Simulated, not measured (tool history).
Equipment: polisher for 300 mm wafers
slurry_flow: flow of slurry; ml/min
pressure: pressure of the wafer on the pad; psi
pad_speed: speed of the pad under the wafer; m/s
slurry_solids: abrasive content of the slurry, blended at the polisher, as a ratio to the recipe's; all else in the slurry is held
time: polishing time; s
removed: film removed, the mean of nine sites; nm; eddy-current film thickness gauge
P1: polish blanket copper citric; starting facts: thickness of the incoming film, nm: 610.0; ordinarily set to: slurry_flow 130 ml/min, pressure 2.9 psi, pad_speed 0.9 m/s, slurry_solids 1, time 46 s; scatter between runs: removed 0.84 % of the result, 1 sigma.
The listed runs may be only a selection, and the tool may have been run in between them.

| run | day | slurry_flow | pressure | pad_speed | slurry_solids | time | wafers polished on this pad | hours since the slurry nozzle was cleaned | hours since the head pressure was calibrated | hours since the slurry blender was calibrated | removed |
|---|---|---|---|---|---|---|---|---|---|---|---|
| 1 | 0.446 | 130 | 2.9 | 0.9 | 1 | 46 | 771 | 252.3 | 996.6 | 111.9 | 79.253 |
| 2 | 0.896 | 130 | 4.3 | 0.9 | 1 | 46 | 914 | 263.1 | 1007.4 | 122.7 | 115.7 |
| 3 | 1.5 | 130 | 2.9 | 0.9 | 0.65 | 46 | 1106 | 277.6 | 1021.9 | 137.2 | 72.515 |
| 4 | 1.983 | 130 | 2.9 | 0.9 | 1 | 46 | 1259 | 289.2 | 1033.5 | 148.8 | 80.583 |
| 5 | 2.296 | 130 | 2.9 | 0.9 | 1 | 46 | 1359 | 296.7 | 1041 | 156.3 | 79.236 |
| 6 | 2.771 | 130 | 1.4 | 0.9 | 1 | 46 | 1509 | 308.1 | 1052.4 | 167.7 | 39.607 |
| 7 | 3.212 | 130 | 2.9 | 0.9 | 1.4 | 46 | 1650 | 318.7 | 1063 | 178.3 | 85.774 |
| 8 | 3.829 | 130 | 2.9 | 0.9 | 1 | 46 | 1845 | 333.5 | 1077.8 | 193.1 | 78.881 |
|  | 4.054 | slurry blender recalibrated |
| 9 | 4.271 | 130 | 2.9 | 0.6 | 1 | 46 | 1985 | 344.1 | 1088.4 | 5.3 | 53.48 |
| 10 | 4.754 | 130 | 2.9 | 0.9 | 1 | 62 | 2139 | 355.7 | 1100 | 16.9 | 104.94 |
| 11 | 5.146 | 185 | 2.9 | 0.9 | 1 | 46 | 2263 | 365.1 | 1109.4 | 26.3 | 83.676 |
| 12 | 5.625 | 130 | 2.9 | 0.9 | 1 | 46 | 2415 | 376.6 | 1120.9 | 37.8 | 79.667 |
| 13 | 6.021 | 130 | 2.9 | 0.9 | 1 | 46 | 2541 | 386.1 | 1130.4 | 47.3 | 79.441 |
| 14 | 6.738 | 80 | 2.9 | 0.9 | 1 | 46 | 2768 | 403.3 | 1147.6 | 64.5 | 70.379 |
| 15 | 7.354 | 130 | 2.9 | 0.9 | 1 | 22 | 2964 | 418.1 | 1162.4 | 79.3 | 37.454 |
| 16 | 7.921 | 130 | 2.9 | 1.42 | 1 | 46 | 3144 | 431.7 | 1176 | 92.9 | 125.01 |
| 17 | 8.55 | 130 | 3.7 | 0.9 | 1 | 66 | 3344 | 446.8 | 1191.1 | 108 | 142.9 |
| 18 | 8.95 | 130 | 2.9 | 0.9 | 1 | 46 | 3471 | 456.4 | 1200.7 | 117.6 | 80.424 |
| 19 | 9.579 | 130 | 2.9 | 0.9 | 1 | 46 | 3670 | 471.5 | 1215.8 | 132.7 | 76.624 |
| 20 | 10.258 | 130 | 2.9 | 0.9 | 1 | 46 | 3886 | 487.8 | 1232.1 | 149 | 74.731 |
| 21 | 10.825 | 130 | 2.9 | 0.9 | 1 | 46 | 4066 | 501.4 | 1245.7 | 162.6 | 73.429 |
|  | 11.104 | slurry blender recalibrated |
| 22 | 11.271 | 130 | 2.9 | 0.9 | 1 | 46 | 4207 | 512.1 | 1256.4 | 4.1 | 71.617 |
|  | 11.538 | worn pad replaced by a new one |
| 23 | 11.962 | 130 | 2.9 | 0.9 | 1 | 46 | 135 | 528.7 | 1273 | 20.7 | 71.935 |
| 24 | 12.521 | 130 | 2.9 | 0.9 | 1 | 46 | 312 | 542.1 | 1286.4 | 34.1 | 71.652 |
| 25 | 13.108 | 130 | 2.9 | 0.9 | 1 | 46 | 499 | 556.2 | 1300.5 | 48.2 | 71.677 |
| 26 | 13.629 | 130 | 2.9 | 0.9 | 1 | 46 | 664 | 568.7 | 1313 | 60.7 | 71.641 |

The output of P1 has drifted from where it used to be. Each of the 2 causes below, taken at the size shown beside it, accounts for the log equally well:
A: slurry flow missing at the pad, % = 34.5
B: head's pressure below its setpoint, % = 9.94
The gradual shift began around day 8.95.
Each remaining cause and why it is not a fit:
removal rate lost through wear of the pad, %: its service at day 11.538 followed the start of the drift and did not put the process back to its old value
abrasive missing from the slurry, %: its service at day 11.104 followed the start of the drift and did not put the process back to its old value

Below are 4 check runs, each averaged over 2 wafers, with their results shown as question marks. Which of them would give clearly different results depending on which cause is behind the drift?
| check 1 | 14.15 | 130 | 1.4 | 0.9 | 1 | 60 |  |  |  |  | ? |
| check 2 | 14.15 | 80 | 2.9 | 0.9 | 1 | 46 |  |  |  |  | ? |
| check 3 | 14.15 | 130 | 2.9 | 1.4 | 1 | 46 |  |  |  |  | ? |
| check 4 | 14.15 | 130 | 2.9 | 0.68 | 1 | 46 |  |  |  |  | ? |

How each check would come out, cause by cause:
| check | result | if A | if B |
|---|---|---|---|
| check 1 | removed | 46.461 | 46.603 |
| check 2 | removed | 60.329 | 63.558 |
| check 3 | removed | 110.39 | 110.27 |
| check 4 | removed | 54.632 | 54.683 |
Per check, the gap between the least separated pair of causes, taken in the result that splits them most: check 1 0.3 %; check 2 5.22 %; check 3 0.11 %; check 4 0.09 %
Check 2 tells the causes apart: in the others they would give nearly the same result.

Here is what check 2 returned: removed 63.776 nm. Which cause is it?

It was cause B: head's pressure below its setpoint, %.
